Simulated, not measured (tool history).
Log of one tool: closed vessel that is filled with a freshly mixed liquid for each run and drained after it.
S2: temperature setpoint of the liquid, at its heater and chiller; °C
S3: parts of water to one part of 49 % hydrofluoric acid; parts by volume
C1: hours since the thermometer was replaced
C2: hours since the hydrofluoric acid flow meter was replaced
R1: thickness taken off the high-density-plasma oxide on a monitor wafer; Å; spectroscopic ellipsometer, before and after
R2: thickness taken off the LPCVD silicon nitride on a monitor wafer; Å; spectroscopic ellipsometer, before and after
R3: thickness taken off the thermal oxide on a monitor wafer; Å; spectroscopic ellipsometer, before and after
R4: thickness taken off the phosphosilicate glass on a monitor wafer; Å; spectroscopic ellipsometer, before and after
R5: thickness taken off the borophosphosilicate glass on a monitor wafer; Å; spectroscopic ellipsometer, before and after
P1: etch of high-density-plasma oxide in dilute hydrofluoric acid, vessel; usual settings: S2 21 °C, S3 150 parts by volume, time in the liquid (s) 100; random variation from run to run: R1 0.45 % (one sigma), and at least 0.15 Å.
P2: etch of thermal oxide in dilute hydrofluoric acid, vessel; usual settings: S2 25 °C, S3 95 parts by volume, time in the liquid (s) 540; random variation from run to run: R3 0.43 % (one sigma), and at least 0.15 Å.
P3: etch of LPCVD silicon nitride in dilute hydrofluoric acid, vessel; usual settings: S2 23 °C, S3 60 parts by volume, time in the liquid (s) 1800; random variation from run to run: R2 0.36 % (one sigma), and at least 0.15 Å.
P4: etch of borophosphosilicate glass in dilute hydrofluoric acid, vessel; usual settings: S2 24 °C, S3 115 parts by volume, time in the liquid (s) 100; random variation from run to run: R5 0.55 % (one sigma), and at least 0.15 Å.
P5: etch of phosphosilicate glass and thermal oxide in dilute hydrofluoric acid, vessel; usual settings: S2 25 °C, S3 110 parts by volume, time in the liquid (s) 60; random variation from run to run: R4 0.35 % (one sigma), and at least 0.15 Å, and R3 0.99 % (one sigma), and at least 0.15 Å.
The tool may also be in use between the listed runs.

Run 1, day 0.308: process that ran P1, S2 21 °C, S3 150 parts by volume, time in the liquid (s) 100; C1 479.5; C2 687.1. Result: R1 50.551 Å.
Run 2, day 0.821: process that ran P3, S2 23 °C, S3 90 parts by volume, time in the liquid (s) 1800; C1 491.8; C2 699.4. Result: R2 90.838 Å.
Run 3, day 1.321: process that ran P1, S2 21 °C, S3 150 parts by volume, time in the liquid (s) 195; C1 503.8; C2 711.4. Result: R1 98.64 Å.
Run 4, day 1.717: process that ran P2, S2 25 °C, S3 95 parts by volume, time in the liquid (s) 795; C1 513.3; C2 720.9. Result: R3 457.38 Å.
Run 5, day 2.221: process that ran P5, S2 33 °C, S3 110 parts by volume, time in the liquid (s) 60; C1 525.4; C2 733. Result: R3 34.199 Å, R4 1536.3 Å.
Run 6, day 2.717: process that ran P1, S2 21 °C, S3 150 parts by volume, time in the liquid (s) 30; C1 537.3; C2 744.9. Result: R1 15.559 Å.
Run 7, day 3.267: process that ran P5, S2 25 °C, S3 110 parts by volume, time in the liquid (s) 60; C1 550.5; C2 758.1. Result: R3 25.761 Å, R4 1139.4 Å.
Run 8, day 3.625: process that ran P4, S2 24 °C, S3 35 parts by volume, time in the liquid (s) 100; C1 559.1; C2 766.7. Result: R5 934.14 Å.
Run 9, day 3.996: process that ran P4, S2 24 °C, S3 115 parts by volume, time in the liquid (s) 30; C1 568; C2 775.6. Result: R5 77.012 Å.
Run 10, day 4.454: process that ran P1, S2 21 °C, S3 150 parts by volume, time in the liquid (s) 100; C1 579; C2 786.6. Result: R1 51.083 Å.
Run 11, day 4.942: process that ran P1, S2 21 °C, S3 150 parts by volume, time in the liquid (s) 100; C1 590.7; C2 798.3. Result: R1 50.796 Å.
Run 12, day 5.242: process that ran P1, S2 21 °C, S3 90 parts by volume, time in the liquid (s) 100; C1 597.9; C2 805.5. Result: R1 89.821 Å.
Run 13, day 5.758: process that ran P3, S2 23 °C, S3 60 parts by volume, time in the liquid (s) 670; C1 610.3; C2 817.9. Result: R2 50.143 Å.
Run 14, day 6.062: process that ran P4, S2 24 °C, S3 115 parts by volume, time in the liquid (s) 100; C1 617.6; C2 825.2. Result: R5 257.35 Å.
Run 15, day 6.467: process that ran P1, S2 21 °C, S3 150 parts by volume, time in the liquid (s) 100; C1 627.3; C2 834.9. Result: R1 51.209 Å.
Run 16, day 6.858: process that ran P3, S2 23 °C, S3 60 parts by volume, time in the liquid (s) 1800; C1 636.7; C2 844.3. Result: R2 135.14 Å.
Run 17, day 7.192: process that ran P1, S2 17 °C, S3 150 parts by volume, time in the liquid (s) 185; C1 644.7; C2 852.3. Result: R1 79.924 Å.
Run 18, day 7.625: process that ran P5, S2 25 °C, S3 110 parts by volume, time in the liquid (s) 115; C1 655.1; C2 862.7. Result: R3 49.548 Å, R4 2196.5 Å.
Run 19, day 8.042: process that ran P1, S2 17.5 °C, S3 150 parts by volume, time in the liquid (s) 100; C1 665.1; C2 872.7. Result: R1 44.752 Å.
Run 20, day 8.496: process that ran P1, S2 21 °C, S3 270 parts by volume, time in the liquid (s) 100; C1 676; C2 883.6. Result: R1 24.936 Å.
Run 21, day 8.792: process that ran P2, S2 25 °C, S3 95 parts by volume, time in the liquid (s) 540; C1 683.1; C2 890.7. Result: R3 309.33 Å.
Run 22, day 9.183: process that ran P5, S2 25 °C, S3 45 parts by volume, time in the liquid (s) 60; C1 692.5; C2 900.1. Result: R3 68.825 Å, R4 3028.9 Å.
Run 23, day 9.612: process that ran P4, S2 24 °C, S3 115 parts by volume, time in the liquid (s) 100; C1 702.8; C2 910.4. Result: R5 254.96 Å.
Run 24, day 9.938: process that ran P2, S2 17.5 °C, S3 95 parts by volume, time in the liquid (s) 540; C1 710.6; C2 918.2. Result: R3 228.99 Å.
Run 25, day 10.471: process that ran P1, S2 18 °C, S3 150 parts by volume, time in the liquid (s) 30; C1 723.4; C2 931. Result: R1 13.697 Å.
Run 26, day 10.783: process that ran P1, S2 27.5 °C, S3 60 parts by volume, time in the liquid (s) 100; C1 730.9; C2 938.5. Result: R1 183.59 Å.
Run 27, day 11.1: process that ran P3, S2 28.5 °C, S3 60 parts by volume, time in the liquid (s) 1800; C1 738.5; C2 946.1. Result: R2 193.59 Å.
Run 28, day 11.4: process that ran P1, S2 21 °C, S3 150 parts by volume, time in the liquid (s) 100; C1 745.7; C2 953.3. Result: R1 50.539 Å.
Run 29, day 11.871: process that ran P2, S2 25 °C, S3 40 parts by volume, time in the liquid (s) 540; C1 757; C2 964.6. Result: R3 793.79 Å.
Run 30, day 12.188: process that ran P1, S2 27.5 °C, S3 150 parts by volume, time in the liquid (s) 100; C1 764.6; C2 972.2. Result: R1 64.877 Å.
Run 31, day 12.721: process that ran P4, S2 27.5 °C, S3 115 parts by volume, time in the liquid (s) 100; C1 777.4; C2 985. Result: R5 292.77 Å.
Run 32, day 13.254: process that ran P1, S2 21 °C, S3 150 parts by volume, time in the liquid (s) 100; C1 790.2; C2 997.8. Result: R1 50.733 Å.
Run 33, day 13.683: process that ran P1, S2 21 °C, S3 150 parts by volume, time in the liquid (s) 100; C1 800.5; C2 1008.1. Result: R1 52.362 Å.
Run 34, day 14.171: process that ran P1, S2 21 °C, S3 150 parts by volume, time in the liquid (s) 100; C1 812.2; C2 1019.8. Result: R1 53.818 Å.
Run 35, day 14.562: process that ran P1, S2 21 °C, S3 150 parts by volume, time in the liquid (s) 100; C1 821.6; C2 1029.2. Result: R1 54.871 Å.
Run 36, day 14.833: process that ran P1, S2 21 °C, S3 150 parts by volume, time in the liquid (s) 100; C1 828.1; C2 1035.7. Result: R1 54.812 Å.
Run 37, day 15.179: process that ran P1, S2 21 °C, S3 150 parts by volume, time in the liquid (s) 100; C1 836.4; C2 1044. Result: R1 55.136 Å.
Run 38, day 15.617: process that ran P1, S2 21 °C, S3 150 parts by volume, time in the liquid (s) 100; C1 846.9; C2 1054.5. Result: R1 55.314 Å.
Run 39, day 15.879: process that ran P1, S2 21 °C, S3 150 parts by volume, time in the liquid (s) 100; C1 853.2; C2 1060.8. Result: R1 55.579 Å.
Run 40, day 16.275: process that ran P1, S2 21 °C, S3 150 parts by volume, time in the liquid (s) 100; C1 862.7; C2 1070.3. Result: R1 55.644 Å.
Run 41, day 16.588: process that ran P1, S2 21 °C, S3 150 parts by volume, time in the liquid (s) 100; C1 870.2; C2 1077.8. Result: R1 55.254 Å.

What P1 gives has crept away from where it was. These 2 causes fit the log equally well, each at the size given:
A: liquid hotter than its thermometer reads (K) = 2.25
B: hydrofluoric acid flow above the setpoint (%) = 7.88
The creep began at about day 13.254.

4 check runs are offered, one wafer each, their results left as question marks. Which one tells the causes apart?
Run check 1, day 16.9: process that ran P2, S2 25 °C, S3 95 parts by volume, time in the liquid (s) 540. Result: R3 ?.
Run check 2, day 16.9: process that ran P5, S2 25 °C, S3 110 parts by volume, time in the liquid (s) 60. Result: R3 ?, R4 ?.
Run check 3, day 16.9: process that ran P4, S2 24 °C, S3 115 parts by volume, time in the liquid (s) 100. Result: R5 ?.
Run check 4, day 16.9: process that ran P3, S2 23 °C, S3 60 parts by volume, time in the liquid (s) 1800. Result: R2 ?.

What each check would give under each cause:
  check  result    if A    if B
check 1      R3   339.4  338.36
check 2      R3  28.013  27.987
check 2      R4  1244.9  1243.7
check 3      R5  279.27  278.92
check 4      R2  156.79  145.22
How far apart the two closest causes lie, in the result that separates them most: check 1 0.31 %; check 2 0.09 %; check 3 0.12 %; check 4 7.66 %
Only check 4 tells the causes apart: in the others they would give nearly the same result.

Check 4 was then run and gave: R2 156.24 Å. Which cause is it?

It is A: liquid hotter than its thermometer reads (K).
